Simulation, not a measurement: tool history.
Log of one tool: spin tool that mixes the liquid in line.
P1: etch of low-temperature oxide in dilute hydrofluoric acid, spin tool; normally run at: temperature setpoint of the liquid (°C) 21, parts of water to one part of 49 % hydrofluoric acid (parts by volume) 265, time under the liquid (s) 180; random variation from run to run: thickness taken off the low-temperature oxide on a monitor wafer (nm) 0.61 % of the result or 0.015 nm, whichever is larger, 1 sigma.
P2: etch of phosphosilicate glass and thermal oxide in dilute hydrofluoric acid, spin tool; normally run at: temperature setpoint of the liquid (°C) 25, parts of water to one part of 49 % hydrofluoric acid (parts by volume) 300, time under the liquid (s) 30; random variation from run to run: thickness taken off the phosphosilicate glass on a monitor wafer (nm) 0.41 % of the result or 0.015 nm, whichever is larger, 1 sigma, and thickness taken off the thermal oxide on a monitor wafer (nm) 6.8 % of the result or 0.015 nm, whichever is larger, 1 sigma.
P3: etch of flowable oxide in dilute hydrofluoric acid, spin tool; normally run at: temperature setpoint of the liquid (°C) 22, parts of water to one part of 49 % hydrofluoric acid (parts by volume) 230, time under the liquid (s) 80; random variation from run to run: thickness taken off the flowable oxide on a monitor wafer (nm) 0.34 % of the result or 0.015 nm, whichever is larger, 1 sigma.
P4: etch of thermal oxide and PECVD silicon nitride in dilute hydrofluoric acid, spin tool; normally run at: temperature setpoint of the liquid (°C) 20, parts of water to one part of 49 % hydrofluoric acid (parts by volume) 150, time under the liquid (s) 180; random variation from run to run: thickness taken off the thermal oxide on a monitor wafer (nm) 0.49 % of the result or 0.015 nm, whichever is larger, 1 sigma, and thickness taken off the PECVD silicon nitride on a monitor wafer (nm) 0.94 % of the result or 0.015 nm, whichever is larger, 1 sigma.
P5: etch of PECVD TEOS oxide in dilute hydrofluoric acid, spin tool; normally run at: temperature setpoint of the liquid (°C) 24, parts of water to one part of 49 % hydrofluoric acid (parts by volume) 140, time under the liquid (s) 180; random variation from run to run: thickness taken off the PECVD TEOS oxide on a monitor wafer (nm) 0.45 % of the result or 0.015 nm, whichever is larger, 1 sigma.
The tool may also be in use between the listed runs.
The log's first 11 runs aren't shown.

run  hour  process that ran  temperature setpoint of the liquid (°C)  parts of water to one part of 49 % hydrofluoric acid (parts by volume)  time under the liquid (s)  hours since the thermometer was replaced  hours since the hydrofluoric acid flow meter was replaced  thickness taken off the low-temperature oxide on a monitor wafer (nm)  thickness taken off the flowable oxide on a monitor wafer (nm)  thickness taken off the PECVD TEOS oxide on a monitor wafer (nm)  thickness taken off the thermal oxide on a monitor wafer (nm)  thickness taken off the PECVD silicon nitride on a monitor wafer (nm)  thickness taken off the phosphosilicate glass on a monitor wafer (nm)
 12  38.5                P1                                       21                                                                     265                        180                                     231.3                                                      307.2                                                                 5.7086
 13  42.6                P1                                       21                                                                     375                        315                                     235.4                                                      311.3                                                                  6.457
 14  46.6                P4                                       17                                                                     150                        180                                     239.4                                                      315.3                                                                                                                                                                                                                                                                  3.9856                                                                 2.0295
 15  50.6                P1                                       17                                                                     265                        180                                     243.4                                                      319.3                                                                 4.9479
 16  54.7                P2                                       25                                                                     300                         30                                     247.5                                                      323.4                                                                                                                                                                                                                                                                 0.43045                                                                                                                                        7.4575
 17  57.8                P2                                       25                                                                     135                         30                                     250.6                                                      326.5                                                                                                                                                                                                                                                                 0.95618                                                                                                                                        19.719
 18  61.9                P1                                       21                                                                     105                        180                                     254.7                                                      330.6                                                                 17.054
 19  64.9                P4                                       20                                                                     150                        180                                     257.7                                                      333.6                                                                                                                                                                                                                                                                  4.4312                                                                 2.4325
 20  67.8                P1                                     27.5                                                                     265                        180                                     260.6                                                      336.5                                                                 7.1749
 21  71.2                P1                                       21                                                                     265                        180                                       264                                                      339.9                                                                 5.6926
 22  74.7                P2                                       25                                                                     300                         45                                     267.5                                                      343.4                                                                                                                                                                                                                                                                 0.62074                                                                                                                                         11.12
 23    79                P5                                       24                                                                      70                        180                                     271.8                                                      347.7                                                                                                                                                                                                   24.882

The next listed run, before its measurement:
 24  82.7                P3                                       22                                                                      75                         80                                     275.5                                                      351.4                                                                                                                                      ?

thickness taken off the flowable oxide on a monitor wafer (nm): 70.467
